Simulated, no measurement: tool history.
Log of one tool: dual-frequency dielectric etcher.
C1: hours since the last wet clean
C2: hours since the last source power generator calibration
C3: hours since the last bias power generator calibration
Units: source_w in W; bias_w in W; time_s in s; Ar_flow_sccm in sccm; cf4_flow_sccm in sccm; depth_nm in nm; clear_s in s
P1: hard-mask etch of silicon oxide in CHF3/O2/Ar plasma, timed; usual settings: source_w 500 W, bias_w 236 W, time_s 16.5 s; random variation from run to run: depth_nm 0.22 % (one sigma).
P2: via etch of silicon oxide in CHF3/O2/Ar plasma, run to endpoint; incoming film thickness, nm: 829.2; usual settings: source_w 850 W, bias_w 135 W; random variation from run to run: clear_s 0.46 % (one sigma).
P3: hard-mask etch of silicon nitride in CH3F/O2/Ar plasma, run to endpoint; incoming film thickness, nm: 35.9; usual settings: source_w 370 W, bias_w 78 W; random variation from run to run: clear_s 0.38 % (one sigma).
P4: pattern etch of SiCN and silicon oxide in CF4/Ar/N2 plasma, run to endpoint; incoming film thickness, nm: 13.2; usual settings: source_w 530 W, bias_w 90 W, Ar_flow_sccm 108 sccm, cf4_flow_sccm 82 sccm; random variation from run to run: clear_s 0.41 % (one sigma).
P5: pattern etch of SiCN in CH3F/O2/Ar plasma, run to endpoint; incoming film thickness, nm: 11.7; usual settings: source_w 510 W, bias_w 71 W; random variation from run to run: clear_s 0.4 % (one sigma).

run 1 day=0.683 | process=P1 source_w=500 bias_w=236 time_s=16.5 | C1=293.3 C2=616 C3=3278.3 | depth_nm=33.119
run 2 day=1.017 | process=P3 source_w=370 bias_w=45 | C1=301.3 C2=624 C3=3286.3 | clear_s=63.582
run 3 day=1.696 | process=P1 source_w=500 bias_w=182 time_s=24 | C1=317.6 C2=640.3 C3=3302.6 | depth_nm=44.065
run 4 day=2.096 | process=P1 source_w=500 bias_w=291 time_s=22 | C1=327.2 C2=649.9 C3=3312.2 | depth_nm=47.726
run 5 day=2.754 | process=P1 source_w=500 bias_w=236 time_s=11.5 | C1=343 C2=665.7 C3=3328 | depth_nm=23.133
run 6 day=3.2 | process=P4 source_w=530 bias_w=90 Ar_flow_sccm=108 cf4_flow_sccm=82 | C1=353.7 C2=676.4 C3=3338.7 | clear_s=12.369
run 7 day=3.758 | process=P1 source_w=500 bias_w=327 time_s=21.5 | C1=367.1 C2=689.8 C3=3352.1 | depth_nm=48.998
run 8 day=4.496 | process=P1 source_w=500 bias_w=319 time_s=16.5 | C1=384.8 C2=707.5 C3=3369.8 | depth_nm=37.04
run 9 day=5.129 | process=P4 source_w=530 bias_w=90 Ar_flow_sccm=108 cf4_flow_sccm=98 | C1=400 C2=722.7 C3=3385 | clear_s=12.132
run 10 day=5.9 | process=P4 source_w=690 bias_w=90 Ar_flow_sccm=108 cf4_flow_sccm=82 | C1=418.5 C2=741.2 C3=3403.5 | clear_s=9.8143
run 11 day=6.592 | process=P1 source_w=500 bias_w=236 time_s=16.5 | C1=435.1 C2=757.8 C3=3420.1 | depth_nm=33.063
run 12 day=6.925 | process=P1 source_w=370 bias_w=236 time_s=16.5 | C1=443.1 C2=765.8 C3=3428.1 | depth_nm=29.653
run 13 day=7.562 | process=P2 source_w=850 bias_w=135 | C1=458.4 C2=781.1 C3=3443.4 | clear_s=392.76
run 14 day=7.921 | process=P5 source_w=510 bias_w=71 | C1=467 C2=789.7 C3=3452 | clear_s=29.488
run 15 day=8.612 | process=P1 source_w=500 bias_w=236 time_s=21.5 | C1=483.6 C2=806.3 C3=3468.6 | depth_nm=43.24
run 16 day=9.108 | process=P1 source_w=500 bias_w=236 time_s=16.5 | C1=495.5 C2=818.2 C3=3480.5 | depth_nm=33.204
run 17 day=9.458 | process=P4 source_w=530 bias_w=90 Ar_flow_sccm=152 cf4_flow_sccm=82 | C1=503.9 C2=826.6 C3=3488.9 | clear_s=13.014
run 18 day=10.204 | process=P3 source_w=370 bias_w=78 | C1=521.8 C2=844.5 C3=3506.8 | clear_s=53.125
run 19 day=10.917 | process=P5 source_w=670 bias_w=71 | C1=538.9 C2=861.6 C3=3523.9 | clear_s=26.375
run 20 day=11.575 | process=P1 source_w=500 bias_w=236 time_s=16.5 | C1=554.7 C2=877.4 C3=3539.7 | depth_nm=33.102
run 21 day=11.975 | process=P1 source_w=500 bias_w=236 time_s=16.5 | C1=564.3 C2=887 C3=3549.3 | depth_nm=33.131
run 22 day=12.404 | process=P2 source_w=850 bias_w=103 | C1=574.6 C2=897.3 C3=3559.6 | clear_s=425.63
run 23 day=13.117 | process=P3 source_w=230 bias_w=78 | C1=591.7 C2=914.4 C3=3576.7 | clear_s=63.634
run 24 day=13.617 | process=P1 source_w=500 bias_w=147 time_s=16.5 | C1=603.7 C2=926.4 C3=3588.7 | depth_nm=28.154
run 25 day=14.162 | process=P2 source_w=850 bias_w=135 | C1=616.8 C2=939.5 C3=3601.8 | clear_s=391.84

The next listed run, before its measurement:
run 26 day=14.762 | process=P4 source_w=530 bias_w=56 Ar_flow_sccm=108 cf4_flow_sccm=82 | C1=631.2 C2=953.9 C3=3616.2 | clear_s=?

clear_s: 14.475 s

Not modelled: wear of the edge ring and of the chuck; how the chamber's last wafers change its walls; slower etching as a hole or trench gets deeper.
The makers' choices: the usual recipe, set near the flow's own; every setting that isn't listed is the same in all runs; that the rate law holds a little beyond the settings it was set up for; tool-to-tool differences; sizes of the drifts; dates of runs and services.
